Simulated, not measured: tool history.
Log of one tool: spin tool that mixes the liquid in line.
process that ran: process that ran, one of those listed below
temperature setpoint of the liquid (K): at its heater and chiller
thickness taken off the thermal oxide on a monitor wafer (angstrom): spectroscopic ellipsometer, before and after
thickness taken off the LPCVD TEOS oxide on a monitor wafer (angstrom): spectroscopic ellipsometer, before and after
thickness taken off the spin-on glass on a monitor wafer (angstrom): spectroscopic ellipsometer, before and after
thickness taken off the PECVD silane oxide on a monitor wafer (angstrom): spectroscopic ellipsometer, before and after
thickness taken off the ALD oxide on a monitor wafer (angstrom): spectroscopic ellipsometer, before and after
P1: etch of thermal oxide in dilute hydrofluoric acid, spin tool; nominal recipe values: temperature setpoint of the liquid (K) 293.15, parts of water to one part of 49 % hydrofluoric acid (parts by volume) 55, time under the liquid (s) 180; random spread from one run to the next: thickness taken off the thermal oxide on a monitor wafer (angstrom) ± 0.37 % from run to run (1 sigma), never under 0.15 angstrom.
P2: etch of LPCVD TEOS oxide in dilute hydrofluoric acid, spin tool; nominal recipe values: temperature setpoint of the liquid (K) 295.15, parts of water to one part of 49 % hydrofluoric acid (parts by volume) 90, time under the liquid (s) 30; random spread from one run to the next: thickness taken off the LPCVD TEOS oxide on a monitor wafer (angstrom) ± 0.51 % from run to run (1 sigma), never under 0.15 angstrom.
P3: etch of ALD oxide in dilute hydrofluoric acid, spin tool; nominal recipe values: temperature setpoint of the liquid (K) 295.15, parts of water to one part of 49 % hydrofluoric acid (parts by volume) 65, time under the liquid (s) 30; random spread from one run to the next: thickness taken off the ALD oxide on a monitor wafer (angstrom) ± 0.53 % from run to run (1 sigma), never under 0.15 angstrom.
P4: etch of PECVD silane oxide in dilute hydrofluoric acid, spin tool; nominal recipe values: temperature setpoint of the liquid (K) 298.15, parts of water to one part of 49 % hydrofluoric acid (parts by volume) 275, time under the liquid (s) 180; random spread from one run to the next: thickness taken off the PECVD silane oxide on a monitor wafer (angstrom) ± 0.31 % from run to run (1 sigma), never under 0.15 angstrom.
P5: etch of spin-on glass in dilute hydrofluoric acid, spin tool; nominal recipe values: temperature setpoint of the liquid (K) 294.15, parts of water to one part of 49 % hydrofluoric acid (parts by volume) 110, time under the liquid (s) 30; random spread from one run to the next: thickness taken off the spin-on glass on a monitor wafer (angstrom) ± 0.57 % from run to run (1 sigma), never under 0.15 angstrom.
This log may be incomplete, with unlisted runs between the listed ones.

| run | hour | process that ran | temperature setpoint of the liquid (K) | parts of water to one part of 49 % hydrofluoric acid (parts by volume) | time under the liquid (s) | hours since the thermometer was replaced | hours since the hydrofluoric acid flow meter was replaced | thickness taken off the thermal oxide on a monitor wafer (angstrom) | thickness taken off the LPCVD TEOS oxide on a monitor wafer (angstrom) | thickness taken off the spin-on glass on a monitor wafer (angstrom) | thickness taken off the PECVD silane oxide on a monitor wafer (angstrom) | thickness taken off the ALD oxide on a monitor wafer (angstrom) |
|---|---|---|---|---|---|---|---|---|---|---|---|---|
| 1 | 8.0 | P1 | 293.15 | 55 | 180 | 373.8 | 196.0 | 129.110 |  |  |  |  |
| 2 | 15.7 | P2 | 295.15 | 90 | 30 | 381.5 | 203.7 |  | 170.42 |  |  |  |
| 3 | 26.6 | P1 | 290.15 | 55 | 180 | 392.4 | 214.6 | 114.260 |  |  |  |  |
| 4 | 35.9 | P2 | 295.15 | 130 | 30 | 401.7 | 223.9 |  | 115.37 |  |  |  |
| 5 | 50.3 | P1 | 293.15 | 20 | 180 | 416.1 | 238.3 | 370.720 |  |  |  |  |
| 6 | 62.2 | P2 | 295.15 | 90 | 30 | 428.0 | 250.2 |  | 173.17 |  |  |  |
| 7 | 68.9 | P1 | 299.15 | 55 | 180 | 434.7 | 256.9 | 166.690 |  |  |  |  |
| 8 | 82.6 | P1 | 293.15 | 55 | 180 | 448.4 | 270.6 | 130.160 |  |  |  |  |
|  | 87.4 | hydrofluoric acid flow meter replaced |
| 9 | 91.8 | P5 | 294.15 | 110 | 30 | 457.6 | 4.4 |  |  | 87.413 |  |  |
| 10 | 106.0 | P4 | 298.15 | 485 | 180 | 471.8 | 18.6 |  |  |  | 53.547 |  |
| 11 | 115.7 | P4 | 298.15 | 275 | 180 | 481.5 | 28.3 |  |  |  | 115.640 |  |
| 12 | 124.9 | P1 | 293.15 | 55 | 180 | 490.7 | 37.5 | 129.140 |  |  |  |  |
| 13 | 132.6 | P4 | 304.65 | 275 | 180 | 498.4 | 45.2 |  |  |  | 142.940 |  |
| 14 | 140.8 | P2 | 300.65 | 90 | 30 | 506.6 | 53.4 |  | 214.95 |  |  |  |
| 15 | 151.7 | P1 | 293.15 | 55 | 180 | 517.5 | 64.3 | 129.980 |  |  |  |  |
| 16 | 161.4 | P1 | 293.15 | 55 | 340 | 527.2 | 74.0 | 244.470 |  |  |  |  |
| 17 | 170.6 | P1 | 293.15 | 55 | 75 | 536.4 | 83.2 | 54.056 |  |  |  |  |
| 18 | 178.4 | P4 | 298.15 | 275 | 275 | 544.2 | 91.0 |  |  |  | 175.450 |  |
| 19 | 191.2 | P2 | 295.15 | 90 | 50 | 557.0 | 103.8 |  | 286.09 |  |  |  |
| 20 | 202.7 | P1 | 290.15 | 30 | 180 | 568.5 | 115.3 | 215.430 |  |  |  |  |
| 21 | 214.3 | P5 | 294.15 | 170 | 30 | 580.1 | 126.9 |  |  | 53.837 |  |  |
| 22 | 228.7 | P3 | 295.15 | 65 | 15 | 594.5 | 141.3 |  |  |  |  | 53.864 |
| 23 | 235.8 | P3 | 290.15 | 65 | 30 | 601.6 | 148.4 |  |  |  |  | 87.346 |
| 24 | 248.9 | P1 | 293.15 | 55 | 180 | 614.7 | 161.5 | 129.080 |  |  |  |  |
| 25 | 256.0 | P1 | 293.15 | 80 | 260 | 621.8 | 168.6 | 125.740 |  |  |  |  |
| 26 | 265.9 | P1 | 293.15 | 100 | 180 | 631.7 | 178.5 | 67.877 |  |  |  |  |
| 27 | 274.3 | P3 | 295.15 | 65 | 30 | 640.1 | 186.9 |  |  |  |  | 108.040 |
| 28 | 282.4 | P3 | 295.15 | 65 | 30 | 648.2 | 195.0 |  |  |  |  | 109.240 |
| 29 | 296.7 | P3 | 295.15 | 40 | 30 | 662.5 | 209.3 |  |  |  |  | 181.000 |
| 30 | 307.4 | P5 | 290.15 | 110 | 30 | 673.2 | 220.0 |  |  | 74.120 |  |  |
| 31 | 321.6 | P1 | 293.15 | 55 | 180 | 687.4 | 234.2 | 130.590 |  |  |  |  |
| 32 | 333.0 | P5 | 294.15 | 110 | 55 | 698.8 | 245.6 |  |  | 160.900 |  |  |
| 33 | 341.1 | P1 | 293.15 | 55 | 180 | 706.9 | 253.7 | 129.880 |  |  |  |  |
| 34 | 353.1 | P1 | 293.15 | 55 | 180 | 718.9 | 265.7 | 135.280 |  |  |  |  |
| 35 | 360.6 | P1 | 293.15 | 55 | 180 | 726.4 | 273.2 | 137.730 |  |  |  |  |
| 36 | 369.1 | P1 | 293.15 | 55 | 180 | 734.9 | 281.7 | 140.130 |  |  |  |  |
| 37 | 383.5 | P1 | 293.15 | 55 | 180 | 749.3 | 296.1 | 140.140 |  |  |  |  |
| 38 | 398.3 | P1 | 293.15 | 55 | 180 | 764.1 | 310.9 | 142.070 |  |  |  |  |
| 39 | 410.2 | P1 | 293.15 | 55 | 180 | 776.0 | 322.8 | 142.690 |  |  |  |  |

What P1 gives has crept off from where it sat before. The 2 causes that follow fit the log equally well, each at the size noted:
A: hydrofluoric acid flow above the setpoint (%) = 8.88
B: liquid hotter than its thermometer reads (K) = 2.16
Onset of the creep was near hour 341.1.

Question marks stand in for the results of the 4 check runs listed below, each run on one wafer. Under which run would the listed causes show clearly different results?
| check 1 | 422.1 | P2 | 295.15 | 90 | 30 |  |  |  | ? |  |  |  |
| check 2 | 422.1 | P3 | 295.15 | 65 | 30 |  |  |  |  |  |  | ? |
| check 3 | 422.1 | P5 | 294.15 | 110 | 30 |  |  |  |  | ? |  |  |
| check 4 | 422.1 | P4 | 298.15 | 275 | 180 |  |  |  |  |  | ? |  |

What each check would give under each cause:
| check | result | if A | if B |
|---|---|---|---|
| check 1 | thickness taken off the LPCVD TEOS oxide on a monitor wafer (angstrom) | 189.48 | 188.17 |
| check 2 | thickness taken off the ALD oxide on a monitor wafer (angstrom) | 118.650 | 118.280 |
| check 3 | thickness taken off the spin-on glass on a monitor wafer (angstrom) | 96.823 | 95.978 |
| check 4 | thickness taken off the PECVD silane oxide on a monitor wafer (angstrom) | 128.170 | 123.890 |
Separation of the two closest causes in each check, using whichever result separates them best: check 1 0.69 %; check 2 0.31 %; check 3 0.88 %; check 4 3.39 %
Only in check 4 would the causes give clearly different results; in the remaining checks their results would be nearly the same.

Here is what check 4 returned: thickness taken off the PECVD silane oxide on a monitor wafer (angstrom) 123.110. Which cause is it?

B is the cause: liquid hotter than its thermometer reads (K).
